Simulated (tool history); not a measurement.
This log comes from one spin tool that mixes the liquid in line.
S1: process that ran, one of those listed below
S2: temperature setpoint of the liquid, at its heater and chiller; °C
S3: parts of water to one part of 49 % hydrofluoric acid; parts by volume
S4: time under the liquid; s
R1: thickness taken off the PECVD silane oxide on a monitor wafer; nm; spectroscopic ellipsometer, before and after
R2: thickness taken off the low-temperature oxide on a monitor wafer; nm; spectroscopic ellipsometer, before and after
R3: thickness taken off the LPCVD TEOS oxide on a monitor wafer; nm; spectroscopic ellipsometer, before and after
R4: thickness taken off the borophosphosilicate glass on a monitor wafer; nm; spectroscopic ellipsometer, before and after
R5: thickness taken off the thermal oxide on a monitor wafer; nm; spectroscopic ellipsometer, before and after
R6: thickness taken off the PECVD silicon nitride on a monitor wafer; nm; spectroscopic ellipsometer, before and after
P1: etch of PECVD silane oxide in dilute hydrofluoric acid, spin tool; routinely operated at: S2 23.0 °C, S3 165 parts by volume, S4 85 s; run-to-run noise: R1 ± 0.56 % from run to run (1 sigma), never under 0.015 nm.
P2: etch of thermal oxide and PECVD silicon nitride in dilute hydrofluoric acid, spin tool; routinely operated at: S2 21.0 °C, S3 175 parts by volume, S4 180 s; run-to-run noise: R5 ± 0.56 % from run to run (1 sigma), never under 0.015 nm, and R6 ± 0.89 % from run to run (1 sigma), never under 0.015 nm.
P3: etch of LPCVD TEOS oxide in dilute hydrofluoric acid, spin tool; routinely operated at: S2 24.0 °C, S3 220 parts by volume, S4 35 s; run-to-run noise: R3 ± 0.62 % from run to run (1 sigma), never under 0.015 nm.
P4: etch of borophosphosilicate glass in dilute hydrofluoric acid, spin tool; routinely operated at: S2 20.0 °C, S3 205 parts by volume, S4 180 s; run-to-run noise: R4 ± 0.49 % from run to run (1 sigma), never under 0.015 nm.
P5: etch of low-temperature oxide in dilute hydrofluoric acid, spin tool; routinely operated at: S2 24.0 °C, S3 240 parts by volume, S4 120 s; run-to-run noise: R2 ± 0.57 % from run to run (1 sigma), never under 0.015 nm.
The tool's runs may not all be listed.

Run 1, hour 5.9: S1 P1, S2 23.0 °C, S3 165 parts by volume, S4 85 s. Result: R1 10.4060 nm.
Run 2, hour 19.0: S1 P1, S2 23.0 °C, S3 240 parts by volume, S4 140 s. Result: R1 11.1240 nm.
Run 3, hour 27.3: S1 P1, S2 23.0 °C, S3 45 parts by volume, S4 85 s. Result: R1 44.1690 nm.
Run 4, hour 39.2: S1 P5, S2 24.0 °C, S3 240 parts by volume, S4 215 s. Result: R2 24.150 nm.
Run 5, hour 45.4: S1 P1, S2 23.0 °C, S3 165 parts by volume, S4 85 s. Result: R1 10.5020 nm.
Run 6, hour 58.7: S1 P3, S2 27.5 °C, S3 220 parts by volume, S4 35 s. Result: R3 5.4211 nm.
Run 7, hour 68.0: S1 P1, S2 23.0 °C, S3 165 parts by volume, S4 85 s. Result: R1 10.5040 nm.
Run 8, hour 77.0: S1 P1, S2 23.0 °C, S3 165 parts by volume, S4 25 s. Result: R1 3.1169 nm.
Run 9, hour 84.7: S1 P1, S2 23.0 °C, S3 165 parts by volume, S4 85 s. Result: R1 10.6830 nm.
Run 10, hour 92.2: S1 P4, S2 20.0 °C, S3 205 parts by volume, S4 340 s. Result: R4 32.592 nm.
Run 11, hour 101.0: S1 P1, S2 23.0 °C, S3 165 parts by volume, S4 150 s. Result: R1 18.7290 nm.
Run 12, hour 111.1: S1 P4, S2 27.5 °C, S3 205 parts by volume, S4 180 s. Result: R4 22.842 nm.
Run 13, hour 123.2: S1 P3, S2 24.0 °C, S3 220 parts by volume, S4 15 s. Result: R3 2.0359 nm.
Run 14, hour 135.5: S1 P5, S2 24.0 °C, S3 240 parts by volume, S4 120 s. Result: R2 13.496 nm.
Run 15, hour 148.8: S1 P5, S2 17.0 °C, S3 240 parts by volume, S4 120 s. Result: R2 10.264 nm.
Run 16, hour 158.5: S1 P1, S2 23.0 °C, S3 165 parts by volume, S4 85 s. Result: R1 10.4980 nm.
Run 17, hour 169.1: S1 P2, S2 21.0 °C, S3 175 parts by volume, S4 290 s. Result: R5 6.3651 nm, R6 3.6343 nm.
Run 18, hour 176.6: S1 P5, S2 24.0 °C, S3 100 parts by volume, S4 120 s. Result: R2 37.916 nm.
Run 19, hour 184.6: S1 P2, S2 21.0 °C, S3 255 parts by volume, S4 180 s. Result: R5 2.4709 nm, R6 1.5586 nm.
Run 20, hour 190.6: S1 P4, S2 20.0 °C, S3 205 parts by volume, S4 180 s. Result: R4 17.200 nm.
Run 21, hour 196.7: S1 P4, S2 20.0 °C, S3 205 parts by volume, S4 180 s. Result: R4 17.431 nm.
Run 22, hour 205.3: S1 P3, S2 24.0 °C, S3 65 parts by volume, S4 35 s. Result: R3 19.0080 nm.
At hour 208.9: thermometer replaced.
Run 23, hour 218.4: S1 P2, S2 21.0 °C, S3 175 parts by volume, S4 180 s. Result: R5 3.9198 nm, R6 2.2927 nm.
Run 24, hour 228.9: S1 P2, S2 21.0 °C, S3 175 parts by volume, S4 180 s. Result: R5 3.9323 nm, R6 2.2914 nm.
Run 25, hour 237.6: S1 P3, S2 24.0 °C, S3 220 parts by volume, S4 35 s. Result: R3 4.7444 nm.
Run 26, hour 248.5: S1 P1, S2 30.0 °C, S3 165 parts by volume, S4 85 s. Result: R1 13.5520 nm.
Run 27, hour 257.6: S1 P2, S2 17.0 °C, S3 175 parts by volume, S4 180 s. Result: R5 3.3191 nm, R6 1.7491 nm.
Run 28, hour 264.1: S1 P1, S2 17.5 °C, S3 165 parts by volume, S4 85 s. Result: R1 8.4606 nm.
Run 29, hour 275.8: S1 P5, S2 24.0 °C, S3 240 parts by volume, S4 120 s. Result: R2 13.457 nm.
Run 30, hour 284.3: S1 P1, S2 29.0 °C, S3 165 parts by volume, S4 15 s. Result: R1 2.3302 nm.
Run 31, hour 291.4: S1 P1, S2 23.0 °C, S3 255 parts by volume, S4 85 s. Result: R1 6.2060 nm.
Run 32, hour 304.4: S1 P4, S2 20.0 °C, S3 70 parts by volume, S4 180 s. Result: R4 58.141 nm.
Run 33, hour 310.7: S1 P1, S2 23.0 °C, S3 165 parts by volume, S4 85 s. Result: R1 10.5680 nm.
Run 34, hour 317.0: S1 P1, S2 23.0 °C, S3 165 parts by volume, S4 85 s. Result: R1 10.7970 nm.
Run 35, hour 330.2: S1 P1, S2 23.0 °C, S3 165 parts by volume, S4 85 s. Result: R1 10.8880 nm.
Run 36, hour 337.7: S1 P1, S2 23.0 °C, S3 165 parts by volume, S4 85 s. Result: R1 10.9910 nm.
Run 37, hour 347.4: S1 P1, S2 23.0 °C, S3 165 parts by volume, S4 85 s. Result: R1 11.1030 nm.
Run 38, hour 358.9: S1 P1, S2 23.0 °C, S3 165 parts by volume, S4 85 s. Result: R1 11.1630 nm.
Run 39, hour 365.8: S1 P1, S2 23.0 °C, S3 165 parts by volume, S4 85 s. Result: R1 11.3710 nm.
Run 40, hour 372.0: S1 P1, S2 23.0 °C, S3 165 parts by volume, S4 85 s. Result: R1 11.2260 nm.
Run 41, hour 382.6: S1 P1, S2 23.0 °C, S3 165 parts by volume, S4 85 s. Result: R1 11.3620 nm.
Run 42, hour 389.6: S1 P1, S2 23.0 °C, S3 165 parts by volume, S4 85 s. Result: R1 11.1830 nm.
Run 43, hour 398.7: S1 P1, S2 23.0 °C, S3 165 parts by volume, S4 85 s. Result: R1 11.3550 nm.

The output of P1 has drifted from where it used to be. Each of the 2 causes below, taken at the size shown beside it, accounts for the log equally well:
A: hydrofluoric acid flow above the setpoint (%) = 6.19
B: liquid hotter than its thermometer reads (K) = 1.87
The process output started creeping at around hour 310.7.

You are offered 4 check runs, listed below with question marks in place of their results; each one averages 2 wafers. Which run separates the listed causes by giving clearly different results for each?
Run check 1, hour 407.8: S1 P2, S2 17.0 °C, S3 175 parts by volume, S4 275 s. Result: R5 ?, R6 ?.
Run check 2, hour 407.8: S1 P4, S2 26.0 °C, S3 205 parts by volume, S4 325 s. Result: R4 ?.
Run check 3, hour 407.8: S1 P5, S2 20.0 °C, S3 140 parts by volume, S4 120 s. Result: R2 ?.
Run check 4, hour 407.8: S1 P3, S2 24.0 °C, S3 105 parts by volume, S4 15 s. Result: R3 ?.

Predicted outcomes, by check and by cause:
  check  result    if A    if B
check 1      R5  5.4765  5.5049
check 1      R6  2.8315  3.0319
check 2      R4  41.906  41.620
check 3      R2  23.574  23.704
check 4      R3  5.1922  5.2215
Per-check spread between the two closest causes, in the result where they differ most: check 1 6.84 %; check 2 0.69 %; check 3 0.55 %; check 4 0.56 %
Check 1 distinguishes between the causes, while the remaining checks would return nearly the same result for all of them.

Check 1 was then run and gave: R5 5.5219 nm; R6 2.7993 nm. Which cause is it?

It was cause A: hydrofluoric acid flow above the setpoint (%).

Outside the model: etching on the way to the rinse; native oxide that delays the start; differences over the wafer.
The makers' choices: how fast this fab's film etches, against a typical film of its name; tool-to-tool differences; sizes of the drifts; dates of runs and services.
